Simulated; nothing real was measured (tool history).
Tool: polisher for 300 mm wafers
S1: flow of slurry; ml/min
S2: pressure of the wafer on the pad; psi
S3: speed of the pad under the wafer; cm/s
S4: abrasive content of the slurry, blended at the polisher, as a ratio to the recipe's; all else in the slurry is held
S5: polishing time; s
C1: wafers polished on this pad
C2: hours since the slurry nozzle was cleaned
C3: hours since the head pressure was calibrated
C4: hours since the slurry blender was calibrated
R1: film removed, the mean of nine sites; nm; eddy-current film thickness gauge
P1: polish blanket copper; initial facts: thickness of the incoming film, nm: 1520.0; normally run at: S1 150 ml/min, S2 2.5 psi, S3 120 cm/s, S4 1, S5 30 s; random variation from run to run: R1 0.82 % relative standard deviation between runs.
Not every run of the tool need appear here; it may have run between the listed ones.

{"run": 1, "hour": 14.6, "S1": 150, "S2": 2.5, "S3": 120, "S4": 1, "S5": 30, "C1": 531, "C2": 399.7, "C3": 328.6, "C4": 93.7, "R1": 93.071}
{"run": 2, "hour": 24.0, "S1": 150, "S2": 2.5, "S3": 120, "S4": 1, "S5": 37, "C1": 638, "C2": 409.1, "C3": 338, "C4": 103.1, "R1": 114.49}
{"run": 3, "hour": 38.5, "S1": 150, "S2": 2.5, "S3": 120, "S4": 0.75, "S5": 30, "C1": 804, "C2": 423.6, "C3": 352.5, "C4": 117.6, "R1": 87.964}
{"run": 4, "hour": 47.9, "S1": 215, "S2": 2.5, "S3": 120, "S4": 0.7, "S5": 30, "C1": 911, "C2": 433, "C3": 361.9, "C4": 127, "R1": 91.522}
{"run": 5, "hour": 64.4, "S1": 150, "S2": 2.5, "S3": 120, "S4": 1.35, "S5": 30, "C1": 1099, "C2": 449.5, "C3": 378.4, "C4": 143.5, "R1": 100.64}
{"run": 6, "hour": 79.2, "S1": 150, "S2": 2.5, "S3": 120, "S4": 1, "S5": 30, "C1": 1268, "C2": 464.3, "C3": 393.2, "C4": 158.3, "R1": 93.543}
{"run": 7, "hour": 89.2, "S1": 150, "S2": 1.7, "S3": 120, "S4": 1, "S5": 30, "C1": 1382, "C2": 474.3, "C3": 403.2, "C4": 168.3, "R1": 63.518}
{"run": 8, "hour": 101.6, "S1": 150, "S2": 2.5, "S3": 120, "S4": 1, "S5": 20, "C1": 1524, "C2": 486.7, "C3": 415.6, "C4": 180.7, "R1": 61.201}
{"run": 9, "hour": 114.9, "S1": 150, "S2": 1.2, "S3": 58, "S4": 1, "S5": 30, "C1": 1676, "C2": 500, "C3": 428.9, "C4": 194, "R1": 21.451}
{"run": 10, "hour": 123.2, "S1": 150, "S2": 2.5, "S3": 162, "S4": 1, "S5": 30, "C1": 1771, "C2": 508.3, "C3": 437.2, "C4": 202.3, "R1": 125.79}
{"run": 11, "hour": 134.2, "S1": 150, "S2": 2.5, "S3": 120, "S4": 1, "S5": 30, "C1": 1896, "C2": 519.3, "C3": 448.2, "C4": 213.3, "R1": 91.661}
{"run": 12, "hour": 149.5, "S1": 90, "S2": 2.5, "S3": 120, "S4": 1, "S5": 30, "C1": 2071, "C2": 534.6, "C3": 463.5, "C4": 228.6, "R1": 82.138}
{"run": 13, "hour": 164.4, "S1": 150, "S2": 2.5, "S3": 120, "S4": 1, "S5": 30, "C1": 2241, "C2": 549.5, "C3": 478.4, "C4": 243.5, "R1": 93.083}
{"run": 14, "hour": 175.1, "S1": 150, "S2": 4, "S3": 120, "S4": 1, "S5": 30, "C1": 2363, "C2": 560.2, "C3": 489.1, "C4": 254.2, "R1": 148.94}
{"run": 15, "hour": 185.0, "S1": 150, "S2": 2.5, "S3": 166, "S4": 1, "S5": 20, "C1": 2476, "C2": 570.1, "C3": 499, "C4": 264.1, "R1": 86.474}

Estimate the outcome of run 16 from the log above:
{"run": 16, "hour": 197.8, "S1": 190, "S2": 2.5, "S3": 120, "S4": 1, "S5": 30, "C1": 2623, "C2": 582.9, "C3": 511.8, "C4": 276.9, "R1": "?"}

{"run 16": {"R1": 95.686}}

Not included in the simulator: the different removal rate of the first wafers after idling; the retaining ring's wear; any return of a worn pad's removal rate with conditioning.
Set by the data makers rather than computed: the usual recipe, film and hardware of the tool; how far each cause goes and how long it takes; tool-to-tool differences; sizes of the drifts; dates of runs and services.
